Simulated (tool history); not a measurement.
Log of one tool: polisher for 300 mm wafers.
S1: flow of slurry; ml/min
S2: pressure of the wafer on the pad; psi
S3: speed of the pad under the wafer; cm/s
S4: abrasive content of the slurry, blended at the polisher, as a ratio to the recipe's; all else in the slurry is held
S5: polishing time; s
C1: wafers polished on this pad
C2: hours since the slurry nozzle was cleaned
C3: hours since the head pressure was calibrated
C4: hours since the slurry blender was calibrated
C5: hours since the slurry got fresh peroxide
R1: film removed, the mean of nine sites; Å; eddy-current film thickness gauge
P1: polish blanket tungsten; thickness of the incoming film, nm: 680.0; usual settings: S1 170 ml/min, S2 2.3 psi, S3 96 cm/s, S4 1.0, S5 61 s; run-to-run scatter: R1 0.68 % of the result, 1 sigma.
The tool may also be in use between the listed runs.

run 1 hour=4.5 | S1=170 S2=2.3 S3=96 S4=1.0 S5=61 | C1=203 C2=116.3 C3=683.7 C4=55.0 C5=51.5 | R1=1509.40
run 2 hour=8.7 | S1=170 S2=2.3 S3=96 S4=1.0 S5=33 | C1=243 C2=120.5 C3=687.9 C4=59.2 C5=55.7 | R1=818.18
run 3 hour=14.2 | S1=170 S2=2.3 S3=96 S4=1.0 S5=61 | C1=294 C2=126.0 C3=693.4 C4=64.7 C5=61.2 | R1=1474.30
run 4 hour=20.2 | S1=170 S2=2.3 S3=96 S4=1.0 S5=61 | C1=351 C2=132.0 C3=699.4 C4=70.7 C5=67.2 | R1=1503.60
run 5 hour=25.2 | S1=170 S2=1.1 S3=96 S4=1.0 S5=61 | C1=398 C2=137.0 C3=704.4 C4=75.7 C5=72.2 | R1=722.90
run 6 hour=31.9 | S1=170 S2=2.3 S3=58 S4=1.0 S5=61 | C1=460 C2=143.7 C3=711.1 C4=82.4 C5=78.9 | R1=906.75
run 7 hour=37.4 | S1=265 S2=2.3 S3=96 S4=1.0 S5=61 | C1=512 C2=149.2 C3=716.6 C4=87.9 C5=84.4 | R1=1566.30
run 8 hour=43.5 | S1=170 S2=1.1 S3=48 S4=1.0 S5=61 | C1=569 C2=155.3 C3=722.7 C4=94.0 C5=90.5 | R1=358.46
run 9 hour=47.9 | S1=170 S2=2.3 S3=96 S4=1.0 S5=61 | C1=611 C2=159.7 C3=727.1 C4=98.4 C5=94.9 | R1=1479.10
run 10 hour=54.8 | S1=170 S2=1.0 S3=96 S4=1.0 S5=94 | C1=675 C2=166.6 C3=734.0 C4=105.3 C5=101.8 | R1=1013.00
run 11 hour=61.8 | S1=120 S2=2.3 S3=96 S4=1.0 S5=61 | C1=741 C2=173.6 C3=741.0 C4=112.3 C5=108.8 | R1=1395.90
run 12 hour=67.2 | S1=170 S2=3.6 S3=96 S4=1.0 S5=61 | C1=792 C2=179.0 C3=746.4 C4=117.7 C5=114.2 | R1=2369.00
run 13 hour=72.7 | S1=170 S2=2.3 S3=132 S4=1.0 S5=61 | C1=843 C2=184.5 C3=751.9 C4=123.2 C5=119.7 | R1=2061.20
run 14 hour=75.9 | S1=170 S2=2.3 S3=96 S4=1.0 S5=83 | C1=873 C2=187.7 C3=755.1 C4=126.4 C5=122.9 | R1=2021.20
run 15 hour=79.9 | S1=170 S2=2.3 S3=96 S4=1.4 S5=61 | C1=911 C2=191.7 C3=759.1 C4=130.4 C5=126.9 | R1=1636.90
run 16 hour=86.8 | S1=100 S2=2.3 S3=96 S4=1.0 S5=42 | C1=976 C2=198.6 C3=766.0 C4=137.3 C5=133.8 | R1=929.30
run 17 hour=92.2 | S1=170 S2=2.3 S3=96 S4=0.7 S5=61 | C1=1026 C2=204.0 C3=771.4 C4=142.7 C5=139.2 | R1=1383.00
run 18 hour=98.3 | S1=170 S2=2.3 S3=96 S4=1.0 S5=61 | C1=1084 C2=210.1 C3=777.5 C4=148.8 C5=145.3 | R1=1501.10
run 19 hour=103.7 | S1=170 S2=2.3 S3=96 S4=1.0 S5=61 | C1=1134 C2=215.5 C3=782.9 C4=154.2 C5=150.7 | R1=1496.50
run 20 hour=110.4 | S1=170 S2=2.3 S3=96 S4=1.0 S5=61 | C1=1197 C2=222.2 C3=789.6 C4=160.9 C5=157.4 | R1=1471.50
run 21 hour=115.7 | S1=170 S2=2.3 S3=96 S4=1.0 S5=61 | C1=1247 C2=227.5 C3=794.9 C4=166.2 C5=162.7 | R1=1445.40
run 22 hour=119.7 | S1=170 S2=2.3 S3=96 S4=1.0 S5=61 | C1=1284 C2=231.5 C3=798.9 C4=170.2 C5=166.7 | R1=1430.90
run 23 hour=124.5 | S1=170 S2=2.3 S3=96 S4=1.0 S5=61 | C1=1330 C2=236.3 C3=803.7 C4=175.0 C5=171.5 | R1=1411.20
run 24 hour=127.7 | S1=170 S2=2.3 S3=96 S4=1.0 S5=61 | C1=1360 C2=239.5 C3=806.9 C4=178.2 C5=174.7 | R1=1401.40
-- hour=129.6 slurry tank refilled with fresh slurry and peroxide
-- hour=130.1 worn pad replaced by a new one
-- hour=132.4 head pressure recalibrated
run 25 hour=132.5 | S1=170 S2=2.3 S3=96 S4=1.0 S5=61 | C1=23 C2=244.3 C3=0.1 C4=183.0 C5=2.9 | R1=1405.50
run 26 hour=139.1 | S1=170 S2=2.3 S3=96 S4=1.0 S5=61 | C1=85 C2=250.9 C3=6.7 C4=189.6 C5=9.5 | R1=1384.20
run 27 hour=144.0 | S1=170 S2=2.3 S3=96 S4=1.0 S5=61 | C1=131 C2=255.8 C3=11.6 C4=194.5 C5=14.4 | R1=1406.30
run 28 hour=148.0 | S1=170 S2=2.3 S3=96 S4=1.0 S5=61 | C1=168 C2=259.8 C3=15.6 C4=198.5 C5=18.4 | R1=1398.10

What P1 gives has crept away from where it was. These 2 causes fit the log equally well, each at the size given:
A: abrasive missing from the slurry, % = 26.7
B: slurry flow missing at the pad, % = 32.4
The creep began at about hour 103.7.
Why every other cause is out:
removal rate lost through wear of the pad, %: serviced at hour 130.1, which brought nothing back
head's pressure below its setpoint, %: serviced at hour 132.4, which brought nothing back
peroxide lost from the slurry, %: serviced at hour 129.6, which brought nothing back

4 check runs are offered, each on 5 wafers whose results are averaged, their results left as question marks. Which one tells the causes apart?
run check 1 hour=152.0 | S1=260 S2=2.3 S3=96 S4=1.4 S5=61 | R1=?
run check 2 hour=152.0 | S1=170 S2=1.2 S3=74 S4=1.0 S5=61 | R1=?
run check 3 hour=152.0 | S1=170 S2=2.3 S3=72 S4=1.0 S5=61 | R1=?
run check 4 hour=152.0 | S1=170 S2=3.3 S3=96 S4=1.0 S5=61 | R1=?

What each check would give under each cause:
check=check_1 result=R1 if_A=1595.80 if_B=1637.80
check=check_2 result=R1 if_A=562.28 if_B=562.23
check=check_3 result=R1 if_A=1048.60 if_B=1048.50
check=check_4 result=R1 if_A=2006.00 if_B=2005.80
How far apart the two closest causes lie, in the result that separates them most: check 1 2.6 %; check 2 0.01 %; check 3 0.01 %; check 4 0.01 %
Only check 1 tells the causes apart: in the others they would give nearly the same result.

Check 1 was then run and gave: R1 1640.20 Å. Which cause is it?

It is B: slurry flow missing at the pad, %.

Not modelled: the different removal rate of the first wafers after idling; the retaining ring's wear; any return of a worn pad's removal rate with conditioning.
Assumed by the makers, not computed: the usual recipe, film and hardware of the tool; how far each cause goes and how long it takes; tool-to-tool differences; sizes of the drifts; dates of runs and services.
